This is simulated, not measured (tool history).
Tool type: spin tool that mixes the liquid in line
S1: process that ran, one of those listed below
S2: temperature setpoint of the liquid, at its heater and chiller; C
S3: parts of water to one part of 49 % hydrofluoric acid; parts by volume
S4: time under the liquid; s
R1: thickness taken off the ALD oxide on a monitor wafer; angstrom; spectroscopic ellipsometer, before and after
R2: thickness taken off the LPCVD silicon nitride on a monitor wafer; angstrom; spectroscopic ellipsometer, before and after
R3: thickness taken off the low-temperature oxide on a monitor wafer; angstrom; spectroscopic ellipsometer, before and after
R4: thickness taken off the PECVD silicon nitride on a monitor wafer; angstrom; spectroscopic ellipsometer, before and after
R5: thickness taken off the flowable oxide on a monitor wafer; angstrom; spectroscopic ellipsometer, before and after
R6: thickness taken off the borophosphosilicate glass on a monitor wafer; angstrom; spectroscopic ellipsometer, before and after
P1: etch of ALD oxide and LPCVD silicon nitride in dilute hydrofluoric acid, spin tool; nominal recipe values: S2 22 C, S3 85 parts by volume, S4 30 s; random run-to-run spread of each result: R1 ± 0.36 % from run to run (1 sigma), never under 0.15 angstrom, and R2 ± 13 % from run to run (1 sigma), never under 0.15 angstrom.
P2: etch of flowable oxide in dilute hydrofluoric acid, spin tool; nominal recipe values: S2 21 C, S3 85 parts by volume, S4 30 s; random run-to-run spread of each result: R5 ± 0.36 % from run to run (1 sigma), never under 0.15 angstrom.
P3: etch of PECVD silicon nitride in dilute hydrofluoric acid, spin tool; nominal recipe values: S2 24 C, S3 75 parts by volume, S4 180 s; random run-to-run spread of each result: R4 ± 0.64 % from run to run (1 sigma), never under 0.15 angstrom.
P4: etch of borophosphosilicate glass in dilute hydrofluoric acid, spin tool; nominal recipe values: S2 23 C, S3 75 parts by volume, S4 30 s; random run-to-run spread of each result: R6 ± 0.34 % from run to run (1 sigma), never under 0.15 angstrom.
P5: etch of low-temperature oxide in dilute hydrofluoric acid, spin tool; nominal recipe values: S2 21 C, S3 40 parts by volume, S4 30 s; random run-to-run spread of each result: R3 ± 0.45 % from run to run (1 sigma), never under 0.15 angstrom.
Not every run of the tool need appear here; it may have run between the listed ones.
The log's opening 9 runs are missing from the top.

run 10 hour=130.7 | S1=P3 S2=28 S3=75 S4=180 | R4=52.194
run 11 hour=143.5 | S1=P2 S2=29 S3=85 S4=30 | R5=136.35
run 12 hour=152.1 | S1=P2 S2=21 S3=85 S4=30 | R5=99.933
run 13 hour=170.4 | S1=P2 S2=21 S3=35 S4=30 | R5=259.39
run 14 hour=179.9 | S1=P3 S2=24 S3=75 S4=80 | R4=17.893
run 15 hour=188.1 | S1=P1 S2=22 S3=85 S4=30 | R1=107.7 R2=1.8521
run 16 hour=198.3 | S1=P1 S2=22 S3=85 S4=30 | R1=107.78 R2=1.6767
run 17 hour=216.6 | S1=P1 S2=22 S3=85 S4=45 | R1=161.63 R2=2.4469
run 18 hour=227.1 | S1=P2 S2=21 S3=85 S4=30 | R5=99.872
run 19 hour=238.4 | S1=P1 S2=22 S3=85 S4=30 | R1=108.46 R2=1.4291
run 20 hour=247.2 | S1=P4 S2=27.5 S3=75 S4=30 | R6=376.59
run 21 hour=262.9 | S1=P1 S2=22 S3=85 S4=30 | R1=107.93 R2=1.4199
run 22 hour=273.8 | S1=P1 S2=22 S3=30 S4=30 | R1=326.56 R2=4.1737
run 23 hour=291.5 | S1=P1 S2=22 S3=130 S4=30 | R1=67.099 R2=0.83235
run 24 hour=302.1 | S1=P5 S2=21 S3=40 S4=15 | R3=129.26
run 25 hour=310.8 | S1=P4 S2=23 S3=75 S4=15 | R6=157.93
-- hour=324 hydrofluoric acid flow meter replaced
run 26 hour=329.1 | S1=P1 S2=22 S3=50 S4=55 | R1=350.82 R2=4.8985
run 27 hour=339.7 | S1=P4 S2=23 S3=120 S4=30 | R6=187.37
run 28 hour=357.9 | S1=P4 S2=23 S3=75 S4=30 | R6=317.74
run 29 hour=375.6 | S1=P3 S2=24 S3=75 S4=180 | R4=39.866
run 30 hour=387.7 | S1=P2 S2=21 S3=85 S4=45 | R5=150.02
run 31 hour=396.9 | S1=P1 S2=22 S3=85 S4=15 | R1=53.916 R2=0.48987
run 32 hour=406.4 | S1=P5 S2=17 S3=40 S4=30 | R3=216.4

What does the tool deliver on the next run?
run 33 hour=419.9 | S1=P1 S2=22 S3=85 S4=30 | R1=? R2=?

Logged for run 33: R1 108.14 angstrom, R2 1.6042 angstrom.
